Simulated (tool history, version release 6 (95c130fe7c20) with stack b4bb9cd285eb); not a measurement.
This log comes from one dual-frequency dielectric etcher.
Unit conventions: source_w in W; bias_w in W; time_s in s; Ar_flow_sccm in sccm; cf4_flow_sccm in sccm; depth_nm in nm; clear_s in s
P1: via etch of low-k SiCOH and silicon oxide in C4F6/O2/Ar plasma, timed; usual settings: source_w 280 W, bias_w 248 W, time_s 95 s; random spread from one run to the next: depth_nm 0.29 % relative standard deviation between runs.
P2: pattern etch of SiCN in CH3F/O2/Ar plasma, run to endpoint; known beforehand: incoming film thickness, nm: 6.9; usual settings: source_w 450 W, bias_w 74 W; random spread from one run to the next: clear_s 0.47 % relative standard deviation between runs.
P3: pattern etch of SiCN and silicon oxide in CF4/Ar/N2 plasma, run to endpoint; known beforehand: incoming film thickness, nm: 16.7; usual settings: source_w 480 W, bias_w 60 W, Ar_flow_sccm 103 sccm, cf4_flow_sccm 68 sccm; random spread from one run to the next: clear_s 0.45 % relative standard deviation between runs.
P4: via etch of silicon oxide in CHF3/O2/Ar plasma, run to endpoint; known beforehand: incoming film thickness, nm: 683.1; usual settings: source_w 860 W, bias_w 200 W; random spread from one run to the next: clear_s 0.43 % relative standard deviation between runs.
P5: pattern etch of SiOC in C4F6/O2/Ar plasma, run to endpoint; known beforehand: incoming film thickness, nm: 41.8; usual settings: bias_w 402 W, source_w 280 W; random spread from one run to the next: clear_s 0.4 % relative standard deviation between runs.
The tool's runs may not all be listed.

| run | hour | process | source_w | bias_w | time_s | Ar_flow_sccm | cf4_flow_sccm | depth_nm | clear_s |
|---|---|---|---|---|---|---|---|---|---|
| 1 | 5.7 | P1 | 280 | 248 | 95 |  |  | 250.01 |  |
| 2 | 8.8 | P3 | 480 | 60 |  | 103 | 68 |  | 19.663 |
| 3 | 11.9 | P5 | 280 | 402 |  |  |  |  | 17.354 |
| 4 | 17 | P1 | 280 | 335 | 95 |  |  | 277.7 |  |
| 5 | 22.8 | P1 | 370 | 248 | 95 |  |  | 278.93 |  |
| 6 | 29.3 | P2 | 450 | 52 |  |  |  |  | 19.248 |
| 7 | 32.3 | P1 | 190 | 248 | 119 |  |  | 272.36 |  |
|  | 37.1 | bias power generator calibrated |
| 8 | 38.1 | P3 | 480 | 60 |  | 79 | 68 |  | 18.752 |
| 9 | 42.3 | P3 | 480 | 82 |  | 103 | 68 |  | 17.72 |
| 10 | 47.9 | P3 | 480 | 60 |  | 103 | 94 |  | 18.594 |
| 11 | 53.8 | P1 | 220 | 197 | 95 |  |  | 210.73 |  |
| 12 | 57.7 | P4 | 660 | 200 |  |  |  |  | 311.3 |
| 13 | 60.9 | P2 | 450 | 74 |  |  |  |  | 17.344 |
| 14 | 63.8 | P3 | 480 | 60 |  | 103 | 68 |  | 19.654 |
| 15 | 67.2 | P1 | 280 | 248 | 95 |  |  | 252.18 |  |
| 16 | 72.5 | P3 | 300 | 60 |  | 103 | 68 |  | 29.599 |
| 17 | 77.1 | P2 | 450 | 74 |  |  |  |  | 17.348 |
| 18 | 82.3 | P5 | 200 | 402 |  |  |  |  | 19.729 |
| 19 | 85.2 | P1 | 280 | 248 | 95 |  |  | 250.82 |  |
| 20 | 88.3 | P4 | 860 | 200 |  |  |  |  | 283.85 |
| 21 | 91.6 | P5 | 280 | 267 |  |  |  |  | 20.03 |
| 22 | 97.6 | P1 | 170 | 248 | 95 |  |  | 207.72 |  |
| 23 | 101.2 | P1 | 280 | 248 | 120 |  |  | 317.35 |  |
| 24 | 106.5 | P1 | 280 | 177 | 95 |  |  | 224.55 |  |
| 25 | 110.4 | P4 | 860 | 269 |  |  |  |  | 254.26 |
| 26 | 114.3 | P5 | 280 | 402 |  |  |  |  | 17.48 |
| 27 | 119.8 | P1 | 280 | 248 | 95 |  |  | 251.18 |  |
| 28 | 125.4 | P1 | 280 | 248 | 66 |  |  | 173.9 |  |
| 29 | 131.2 | P2 | 310 | 74 |  |  |  |  | 19.762 |
| 30 | 136 | P1 | 280 | 248 | 95 |  |  | 250.16 |  |
| 31 | 140.6 | P1 | 280 | 248 | 95 |  |  | 248.87 |  |
| 32 | 144.1 | P1 | 280 | 248 | 95 |  |  | 249.53 |  |
| 33 | 148.5 | P1 | 280 | 248 | 95 |  |  | 247.98 |  |
| 34 | 151.5 | P1 | 280 | 248 | 95 |  |  | 246.71 |  |
| 35 | 154.7 | P1 | 280 | 248 | 95 |  |  | 246.73 |  |
| 36 | 158.4 | P1 | 280 | 248 | 95 |  |  | 247.29 |  |
| 37 | 162.5 | P1 | 280 | 248 | 95 |  |  | 245.66 |  |
|  | 164.5 | wet clean of the chamber |
| 38 | 167.4 | P1 | 280 | 248 | 95 |  |  | 247.59 |  |
| 39 | 171.6 | P1 | 280 | 248 | 95 |  |  | 247.41 |  |
| 40 | 176.3 | P1 | 280 | 248 | 95 |  |  | 248.08 |  |

Compared with where it was, what P1 gives has crept away. Each cause listed below fits the log as well as the rest, at the size given for it:
A: bias power that arrives under what is set, % = 4.17
B: source power that arrives under what is set, % = 3.78
Onset of the creep was near hour 136.
The rest of the possible causes, and what rules out each one:
chamber walls in a state that lowers the etch rate, %: serviced after onset, at hour 164.5, with no recovery of the prior output

You are offered 4 check runs, listed below with question marks in place of their results; each one averages 3 wafers. Which run separates the listed causes by giving clearly different results for each?
| check 1 | 181 | P5 | 280 | 402 |  |  |  |  | ? |
| check 2 | 181 | P4 | 860 | 200 |  |  |  |  | ? |
| check 3 | 181 | P2 | 450 | 74 |  |  |  |  | ? |
| check 4 | 181 | P3 | 480 | 60 |  | 103 | 68 |  | ? |

Outcome of each check run for each possible cause:
| check | result | if A | if B |
|---|---|---|---|
| check 1 | clear_s | 17.665 | 17.641 |
| check 2 | clear_s | 287.89 | 288.05 |
| check 3 | clear_s | 17.474 | 17.466 |
| check 4 | clear_s | 19.961 | 20.372 |
Separation of the two closest causes in each check, using whichever result separates them best: check 1 0.14 %; check 2 0.05 %; check 3 0.04 %; check 4 2.04 %
The causes can be told apart only by check 4. The other checks would give nearly the same results under each of them.

Check 4 was carried out, with these results: clear_s 20.302 s. Which of the listed causes is responsible?

It is B: source power that arrives under what is set, %.
